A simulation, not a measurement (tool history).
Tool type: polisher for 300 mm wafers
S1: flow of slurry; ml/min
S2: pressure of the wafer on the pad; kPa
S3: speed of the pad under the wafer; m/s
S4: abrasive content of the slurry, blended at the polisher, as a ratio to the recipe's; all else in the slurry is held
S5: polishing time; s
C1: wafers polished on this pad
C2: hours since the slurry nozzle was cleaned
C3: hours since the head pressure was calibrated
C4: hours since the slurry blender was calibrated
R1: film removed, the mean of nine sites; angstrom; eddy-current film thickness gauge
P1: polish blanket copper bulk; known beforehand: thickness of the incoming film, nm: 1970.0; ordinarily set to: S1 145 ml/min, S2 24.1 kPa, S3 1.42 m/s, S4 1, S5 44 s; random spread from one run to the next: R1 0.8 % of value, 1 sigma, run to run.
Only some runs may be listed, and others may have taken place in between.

run    day   S1    S2    S3   S4  S5   C1     C2     C3     C4      R1
  1  0.104  145  24.1  1.42    1  44  139    555  102.7  193.4  7644.2
  2  0.271  145  24.1  1.42    1  44  187    559  106.7  197.4  7660.5
  3   0.45  225  24.1  1.42    1  44  239  563.3    111  201.7  8281.9
  4  0.575  145  24.1  2.04    1  44  275  566.3    114  204.7   11146
  5  0.712  145  31.7  1.42    1  44  315  569.6  117.3    208   10232
  6  0.871  145  24.1  1.42    1  27  360  573.4  121.1  211.8  4765.8
  7  0.967  145  15.2  1.42    1  44  388  575.7  123.4  214.1  4868.3
  8   1.05  145  24.1  1.42  1.4  44  412  577.7  125.4  216.1    8252
  9  1.208  145  24.1  1.42    1  44  458  581.5  129.2  219.9  7664.4
 10  1.354  145  24.1  1.42    1  44  500    585  132.7  223.4  7902.3
 11  1.467  145  24.1  1.42    1  62  533  587.7  135.4  226.1   10698
 12  1.542   85  24.1  1.42    1  44  554  589.5  137.2  227.9  6774.7
 13  1.625  145  24.1  1.42  0.5  44  578  591.5  139.2  229.9  6671.5
 14  1.771  145  24.1  0.88    1  44  621    595  142.7  233.4  4827.5
 15  1.904  145  24.1  1.42    1  44  659  598.2  145.9  236.6  7664.9
 16  2.004  205  15.9  1.42    1  44  688  600.6  148.3    239    5380
 17   2.15  145  24.1  1.42    1  44  730  604.1  151.8  242.5    7827
 18  2.292  145  24.1  1.42    1  44  771  607.5  155.2  245.9  7466.4
 19   2.45  145  24.1  1.42    1  44  817  611.3    159  249.7  7236.5
 20  2.608  145  24.1  1.42    1  44  863  615.1  162.8  253.5  7125.7
     2.638  -- head pressure recalibrated
 21  2.758  145  24.1  1.42    1  44  906  618.7    2.9  257.1  7134.6

Run 22 comes next. What will it give?
 22  2.921  145  24.1  1.42   1  44  953  622.6  6.8  261   ?

{"run 22": {"R1": 6951.7}}
